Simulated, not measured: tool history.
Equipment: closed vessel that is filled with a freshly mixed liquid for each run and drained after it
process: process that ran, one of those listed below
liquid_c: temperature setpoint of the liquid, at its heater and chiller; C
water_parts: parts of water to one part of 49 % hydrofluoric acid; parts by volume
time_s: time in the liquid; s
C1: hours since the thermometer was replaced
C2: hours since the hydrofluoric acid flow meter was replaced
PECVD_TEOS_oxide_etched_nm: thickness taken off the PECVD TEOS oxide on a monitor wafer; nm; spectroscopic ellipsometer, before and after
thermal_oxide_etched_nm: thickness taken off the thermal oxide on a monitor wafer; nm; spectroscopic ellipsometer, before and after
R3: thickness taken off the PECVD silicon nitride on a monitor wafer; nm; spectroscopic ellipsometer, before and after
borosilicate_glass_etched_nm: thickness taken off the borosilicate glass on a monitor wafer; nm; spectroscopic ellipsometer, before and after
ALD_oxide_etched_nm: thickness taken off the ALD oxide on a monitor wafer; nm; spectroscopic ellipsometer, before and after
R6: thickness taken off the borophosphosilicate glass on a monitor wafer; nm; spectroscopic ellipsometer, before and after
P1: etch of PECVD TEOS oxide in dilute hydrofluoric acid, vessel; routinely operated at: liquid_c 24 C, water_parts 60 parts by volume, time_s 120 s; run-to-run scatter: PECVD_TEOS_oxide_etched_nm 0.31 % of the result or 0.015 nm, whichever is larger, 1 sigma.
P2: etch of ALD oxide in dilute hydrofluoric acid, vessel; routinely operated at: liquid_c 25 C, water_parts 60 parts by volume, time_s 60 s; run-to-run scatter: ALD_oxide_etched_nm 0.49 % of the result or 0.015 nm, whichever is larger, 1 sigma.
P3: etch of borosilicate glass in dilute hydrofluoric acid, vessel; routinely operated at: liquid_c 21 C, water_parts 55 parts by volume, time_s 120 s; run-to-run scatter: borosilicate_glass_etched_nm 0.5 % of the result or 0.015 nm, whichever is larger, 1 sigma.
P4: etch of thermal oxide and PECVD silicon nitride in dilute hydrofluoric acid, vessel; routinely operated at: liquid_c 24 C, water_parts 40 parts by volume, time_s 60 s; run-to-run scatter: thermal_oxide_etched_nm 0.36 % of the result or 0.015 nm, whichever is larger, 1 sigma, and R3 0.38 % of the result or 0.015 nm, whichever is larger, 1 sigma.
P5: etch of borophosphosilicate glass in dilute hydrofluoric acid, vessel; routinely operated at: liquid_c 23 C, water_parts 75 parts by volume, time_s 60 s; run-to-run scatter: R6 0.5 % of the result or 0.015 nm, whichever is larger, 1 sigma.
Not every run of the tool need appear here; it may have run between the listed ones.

run 1 hour=11.6 | process=P1 liquid_c=24 water_parts=60 time_s=120 | C1=755.3 C2=730.2 | PECVD_TEOS_oxide_etched_nm=37.449
run 2 hour=19.6 | process=P1 liquid_c=27.5 water_parts=60 time_s=120 | C1=763.3 C2=738.2 | PECVD_TEOS_oxide_etched_nm=43.022
run 3 hour=25.3 | process=P4 liquid_c=24 water_parts=40 time_s=60 | C1=769 C2=743.9 | thermal_oxide_etched_nm=7.374 R3=6.585
run 4 hour=33.7 | process=P1 liquid_c=24 water_parts=20 time_s=120 | C1=777.4 C2=752.3 | PECVD_TEOS_oxide_etched_nm=118.29
run 5 hour=44 | process=P3 liquid_c=21 water_parts=55 time_s=120 | C1=787.7 C2=762.6 | borosilicate_glass_etched_nm=54.46
run 6 hour=54.2 | process=P1 liquid_c=24 water_parts=60 time_s=200 | C1=797.9 C2=772.8 | PECVD_TEOS_oxide_etched_nm=62.873
run 7 hour=64 | process=P1 liquid_c=24 water_parts=60 time_s=120 | C1=807.7 C2=782.6 | PECVD_TEOS_oxide_etched_nm=37.576
run 8 hour=74.4 | process=P2 liquid_c=25 water_parts=60 time_s=60 | C1=818.1 C2=793 | ALD_oxide_etched_nm=21.17
run 9 hour=83.3 | process=P1 liquid_c=24 water_parts=60 time_s=120 | C1=827 C2=801.9 | PECVD_TEOS_oxide_etched_nm=37.577
run 10 hour=93.5 | process=P5 liquid_c=29 water_parts=75 time_s=60 | C1=837.2 C2=812.1 | R6=59.238
run 11 hour=100.6 | process=P5 liquid_c=23 water_parts=110 time_s=60 | C1=844.3 C2=819.2 | R6=30.4
run 12 hour=110.4 | process=P1 liquid_c=24 water_parts=60 time_s=65 | C1=854.1 C2=829 | PECVD_TEOS_oxide_etched_nm=20.44
run 13 hour=116.7 | process=P5 liquid_c=23 water_parts=75 time_s=95 | C1=860.4 C2=835.3 | R6=73.713
run 14 hour=124.9 | process=P1 liquid_c=17 water_parts=60 time_s=120 | C1=868.6 C2=843.5 | PECVD_TEOS_oxide_etched_nm=27.971
run 15 hour=131.4 | process=P4 liquid_c=17 water_parts=40 time_s=60 | C1=875.1 C2=850 | thermal_oxide_etched_nm=5.4656 R3=4.0339
run 16 hour=142.2 | process=P1 liquid_c=17 water_parts=60 time_s=65 | C1=885.9 C2=860.8 | PECVD_TEOS_oxide_etched_nm=15.075
run 17 hour=153.4 | process=P4 liquid_c=24 water_parts=20 time_s=60 | C1=897.1 C2=872 | thermal_oxide_etched_nm=15.106 R3=12.805
run 18 hour=162.4 | process=P4 liquid_c=24 water_parts=40 time_s=60 | C1=906.1 C2=881 | thermal_oxide_etched_nm=7.3808 R3=6.5773
run 19 hour=170.3 | process=P3 liquid_c=21 water_parts=25 time_s=120 | C1=914 C2=888.9 | borosilicate_glass_etched_nm=123.86
run 20 hour=177 | process=P1 liquid_c=24 water_parts=60 time_s=120 | C1=920.7 C2=895.6 | PECVD_TEOS_oxide_etched_nm=37.511
run 21 hour=187.9 | process=P4 liquid_c=24 water_parts=40 time_s=30 | C1=931.6 C2=906.5 | thermal_oxide_etched_nm=3.6613 R3=3.3124
run 22 hour=199.1 | process=P2 liquid_c=17.5 water_parts=60 time_s=60 | C1=942.8 C2=917.7 | ALD_oxide_etched_nm=15.44
run 23 hour=210.3 | process=P3 liquid_c=17 water_parts=55 time_s=120 | C1=954 C2=928.9 | borosilicate_glass_etched_nm=45.941
run 24 hour=218.9 | process=P2 liquid_c=25 water_parts=60 time_s=60 | C1=962.6 C2=937.5 | ALD_oxide_etched_nm=21.024
run 25 hour=224.5 | process=P2 liquid_c=25 water_parts=30 time_s=60 | C1=968.2 C2=943.1 | ALD_oxide_etched_nm=44.05
run 26 hour=235.8 | process=P5 liquid_c=23 water_parts=75 time_s=60 | C1=979.5 C2=954.4 | R6=46.346
run 27 hour=242 | process=P2 liquid_c=25 water_parts=60 time_s=30 | C1=985.7 C2=960.6 | ALD_oxide_etched_nm=10.415
run 28 hour=247.7 | process=P3 liquid_c=21 water_parts=55 time_s=195 | C1=991.4 C2=966.3 | borosilicate_glass_etched_nm=88.592
run 29 hour=255 | process=P5 liquid_c=23 water_parts=75 time_s=60 | C1=998.7 C2=973.6 | R6=46.482
run 30 hour=262.8 | process=P1 liquid_c=24 water_parts=110 time_s=120 | C1=1006.5 C2=981.4 | PECVD_TEOS_oxide_etched_nm=19.3
run 31 hour=273.5 | process=P1 liquid_c=24 water_parts=60 time_s=120 | C1=1017.2 C2=992.1 | PECVD_TEOS_oxide_etched_nm=37.434
run 32 hour=281 | process=P3 liquid_c=21 water_parts=55 time_s=120 | C1=1024.7 C2=999.6 | borosilicate_glass_etched_nm=54.1

Predict the results of run 33:
run 33 hour=289.2 | process=P1 liquid_c=24 water_parts=60 time_s=120 | C1=1032.9 C2=1007.8 | PECVD_TEOS_oxide_etched_nm=?

{"run 33": {"PECVD_TEOS_oxide_etched_nm": 37.332}}

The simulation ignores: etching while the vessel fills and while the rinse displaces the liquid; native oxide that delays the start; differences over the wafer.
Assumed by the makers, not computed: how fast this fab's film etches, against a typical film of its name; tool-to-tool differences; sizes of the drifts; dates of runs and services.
